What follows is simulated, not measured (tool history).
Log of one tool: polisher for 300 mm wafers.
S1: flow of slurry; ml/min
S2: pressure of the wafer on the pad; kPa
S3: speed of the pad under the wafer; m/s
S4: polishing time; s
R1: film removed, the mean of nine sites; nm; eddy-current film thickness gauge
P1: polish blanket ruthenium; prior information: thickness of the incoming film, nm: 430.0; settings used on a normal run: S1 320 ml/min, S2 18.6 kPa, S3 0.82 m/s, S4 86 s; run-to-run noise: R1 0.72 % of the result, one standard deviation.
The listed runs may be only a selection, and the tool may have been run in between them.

{"run": 1, "day": 0.429, "S1": 320, "S2": 18.6, "S3": 0.82, "S4": 86, "R1": 99.899}
{"run": 2, "day": 0.854, "S1": 320, "S2": 18.6, "S3": 0.82, "S4": 86, "R1": 98.564}
{"run": 3, "day": 1.533, "S1": 320, "S2": 27.6, "S3": 0.82, "S4": 86, "R1": 146.93}
{"run": 4, "day": 2.108, "S1": 320, "S2": 18.6, "S3": 0.82, "S4": 86, "R1": 101.34}
{"run": 5, "day": 2.45, "S1": 320, "S2": 18.6, "S3": 0.82, "S4": 118, "R1": 139.41}
{"run": 6, "day": 3.025, "S1": 320, "S2": 18.6, "S3": 0.82, "S4": 86, "R1": 100.93}
{"run": 7, "day": 3.588, "S1": 320, "S2": 18.6, "S3": 0.82, "S4": 86, "R1": 101.14}
{"run": 8, "day": 4.104, "S1": 485, "S2": 18.6, "S3": 0.52, "S4": 86, "R1": 65.514}
{"run": 9, "day": 4.633, "S1": 320, "S2": 18.6, "S3": 0.82, "S4": 44, "R1": 50.902}
{"run": 10, "day": 4.946, "S1": 320, "S2": 18.6, "S3": 0.82, "S4": 86, "R1": 100.48}
{"run": 11, "day": 5.296, "S1": 320, "S2": 9.7, "S3": 0.82, "S4": 86, "R1": 52.329}
{"run": 12, "day": 5.896, "S1": 320, "S2": 9.7, "S3": 0.58, "S4": 86, "R1": 36.497}
{"run": 13, "day": 6.312, "S1": 320, "S2": 18.6, "S3": 0.4, "S4": 86, "R1": 48.863}
{"day": 6.521, "done": "slurry nozzle cleaned"}
{"run": 14, "day": 6.65, "S1": 320, "S2": 18.6, "S3": 1.26, "S4": 86, "R1": 154.56}
{"run": 15, "day": 7.25, "S1": 490, "S2": 18.6, "S3": 0.82, "S4": 86, "R1": 103.52}
{"run": 16, "day": 7.658, "S1": 190, "S2": 18.6, "S3": 0.82, "S4": 86, "R1": 93.819}
{"run": 17, "day": 8.15, "S1": 320, "S2": 18.6, "S3": 0.82, "S4": 86, "R1": 99.52}
{"run": 18, "day": 8.488, "S1": 320, "S2": 18.6, "S3": 0.82, "S4": 86, "R1": 98.205}
{"run": 19, "day": 8.958, "S1": 320, "S2": 18.6, "S3": 0.82, "S4": 86, "R1": 97.866}
{"run": 20, "day": 9.438, "S1": 320, "S2": 18.6, "S3": 0.82, "S4": 86, "R1": 96.637}
{"day": 9.992, "done": "head pressure recalibrated"}
{"run": 21, "day": 10.046, "S1": 320, "S2": 18.6, "S3": 0.82, "S4": 86, "R1": 96.478}
{"run": 22, "day": 10.562, "S1": 320, "S2": 18.6, "S3": 0.82, "S4": 86, "R1": 95.601}
{"run": 23, "day": 11.204, "S1": 320, "S2": 18.6, "S3": 0.82, "S4": 86, "R1": 95.57}

Run 24 comes next. What will it give?
{"run": 24, "day": 11.6, "S1": 320, "S2": 18.6, "S3": 0.82, "S4": 86, "R1": "?"}

{"run 24": {"R1": 95.701}}
